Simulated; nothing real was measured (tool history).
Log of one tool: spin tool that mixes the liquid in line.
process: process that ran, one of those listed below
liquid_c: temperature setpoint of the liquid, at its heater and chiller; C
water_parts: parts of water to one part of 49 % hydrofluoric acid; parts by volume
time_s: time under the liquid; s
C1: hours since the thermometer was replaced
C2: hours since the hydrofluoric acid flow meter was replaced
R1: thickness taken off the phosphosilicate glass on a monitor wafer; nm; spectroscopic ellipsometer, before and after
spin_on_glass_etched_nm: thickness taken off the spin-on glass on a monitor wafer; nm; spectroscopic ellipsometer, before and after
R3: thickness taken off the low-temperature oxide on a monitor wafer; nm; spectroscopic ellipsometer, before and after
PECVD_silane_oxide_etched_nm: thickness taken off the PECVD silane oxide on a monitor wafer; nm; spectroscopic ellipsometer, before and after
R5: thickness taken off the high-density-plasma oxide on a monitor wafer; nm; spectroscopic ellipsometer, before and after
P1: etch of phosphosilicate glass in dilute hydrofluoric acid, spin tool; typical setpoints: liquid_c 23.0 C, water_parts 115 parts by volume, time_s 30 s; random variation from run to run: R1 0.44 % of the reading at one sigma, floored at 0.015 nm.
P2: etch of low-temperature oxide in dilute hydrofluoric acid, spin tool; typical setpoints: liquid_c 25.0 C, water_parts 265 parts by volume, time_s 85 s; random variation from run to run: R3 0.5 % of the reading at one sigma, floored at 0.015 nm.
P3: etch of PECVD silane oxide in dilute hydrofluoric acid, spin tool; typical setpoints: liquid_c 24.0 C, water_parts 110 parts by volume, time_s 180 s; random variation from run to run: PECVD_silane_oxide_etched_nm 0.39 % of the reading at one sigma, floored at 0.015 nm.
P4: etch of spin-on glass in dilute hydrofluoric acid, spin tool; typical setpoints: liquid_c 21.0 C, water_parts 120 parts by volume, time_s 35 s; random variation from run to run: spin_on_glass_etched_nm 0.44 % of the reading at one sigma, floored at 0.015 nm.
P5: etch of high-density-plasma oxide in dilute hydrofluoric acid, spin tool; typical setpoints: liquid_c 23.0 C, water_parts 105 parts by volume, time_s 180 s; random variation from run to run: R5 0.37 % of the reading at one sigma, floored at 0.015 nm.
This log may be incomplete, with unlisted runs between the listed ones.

Run 1, hour 10.6: process P1, liquid_c 23.0 C, water_parts 115 parts by volume, time_s 30 s; C1 1274.1; C2 328.9. Result: R1 42.102 nm.
Run 2, hour 25.4: process P1, liquid_c 23.0 C, water_parts 115 parts by volume, time_s 30 s; C1 1288.9; C2 343.7. Result: R1 42.343 nm.
Run 3, hour 37.4: process P4, liquid_c 21.0 C, water_parts 120 parts by volume, time_s 15 s; C1 1300.9; C2 355.7. Result: spin_on_glass_etched_nm 4.3345 nm.
Run 4, hour 46.0: process P1, liquid_c 23.0 C, water_parts 115 parts by volume, time_s 15 s; C1 1309.5; C2 364.3. Result: R1 21.157 nm.
Run 5, hour 62.3: process P1, liquid_c 23.0 C, water_parts 115 parts by volume, time_s 30 s; C1 1325.8; C2 380.6. Result: R1 42.140 nm.
Run 6, hour 70.8: process P2, liquid_c 25.0 C, water_parts 265 parts by volume, time_s 35 s; C1 1334.3; C2 389.1. Result: R3 1.6492 nm.
Run 7, hour 84.1: process P2, liquid_c 32.5 C, water_parts 265 parts by volume, time_s 85 s; C1 1347.6; C2 402.4. Result: R3 5.1489 nm.
Run 8, hour 100.6: process P1, liquid_c 23.0 C, water_parts 200 parts by volume, time_s 30 s; C1 1364.1; C2 418.9. Result: R1 21.868 nm.
At hour 102.0: hydrofluoric acid flow meter replaced.
Run 9, hour 116.3: process P3, liquid_c 24.0 C, water_parts 110 parts by volume, time_s 70 s; C1 1379.8; C2 14.3. Result: PECVD_silane_oxide_etched_nm 15.849 nm.
Run 10, hour 124.5: process P1, liquid_c 23.0 C, water_parts 115 parts by volume, time_s 30 s; C1 1388.0; C2 22.5. Result: R1 42.036 nm.
Run 11, hour 134.3: process P1, liquid_c 23.0 C, water_parts 40 parts by volume, time_s 45 s; C1 1397.8; C2 32.3. Result: R1 200.850 nm.
Run 12, hour 151.0: process P5, liquid_c 23.0 C, water_parts 160 parts by volume, time_s 180 s; C1 1414.5; C2 49.0. Result: R5 7.37050 nm.
Run 13, hour 164.2: process P4, liquid_c 17.0 C, water_parts 120 parts by volume, time_s 35 s; C1 1427.7; C2 62.2. Result: spin_on_glass_etched_nm 8.6439 nm.
Run 14, hour 180.4: process P1, liquid_c 17.0 C, water_parts 115 parts by volume, time_s 30 s; C1 1443.9; C2 78.4. Result: R1 32.825 nm.
Run 15, hour 193.5: process P1, liquid_c 23.0 C, water_parts 70 parts by volume, time_s 30 s; C1 1457.0; C2 91.5. Result: R1 73.061 nm.
Run 16, hour 206.1: process P1, liquid_c 23.0 C, water_parts 115 parts by volume, time_s 50 s; C1 1469.6; C2 104.1. Result: R1 70.513 nm.
Run 17, hour 216.0: process P2, liquid_c 25.0 C, water_parts 265 parts by volume, time_s 85 s; C1 1479.5; C2 114.0. Result: R3 3.9602 nm.
Run 18, hour 230.8: process P5, liquid_c 23.0 C, water_parts 105 parts by volume, time_s 180 s; C1 1494.3; C2 128.8. Result: R5 11.95200 nm.
Run 19, hour 244.2: process P5, liquid_c 30.5 C, water_parts 105 parts by volume, time_s 180 s; C1 1507.7; C2 142.2. Result: R5 15.88900 nm.
Run 20, hour 254.8: process P3, liquid_c 24.0 C, water_parts 190 parts by volume, time_s 180 s; C1 1518.3; C2 152.8. Result: PECVD_silane_oxide_etched_nm 21.540 nm.
Run 21, hour 267.8: process P1, liquid_c 23.0 C, water_parts 115 parts by volume, time_s 30 s; C1 1531.3; C2 165.8. Result: R1 41.900 nm.
Run 22, hour 282.0: process P4, liquid_c 21.0 C, water_parts 120 parts by volume, time_s 35 s; C1 1545.5; C2 180.0. Result: spin_on_glass_etched_nm 10.1480 nm.
Run 23, hour 298.5: process P2, liquid_c 25.0 C, water_parts 405 parts by volume, time_s 85 s; C1 1562.0; C2 196.5. Result: R3 2.2986 nm.

Forecast run 24:
Run 24, hour 309.9: process P5, liquid_c 23.0 C, water_parts 105 parts by volume, time_s 15 s; C1 1573.4; C2 207.9. Result: R5 ?.

For run 24 the tool returned R5 0.97733 nm.
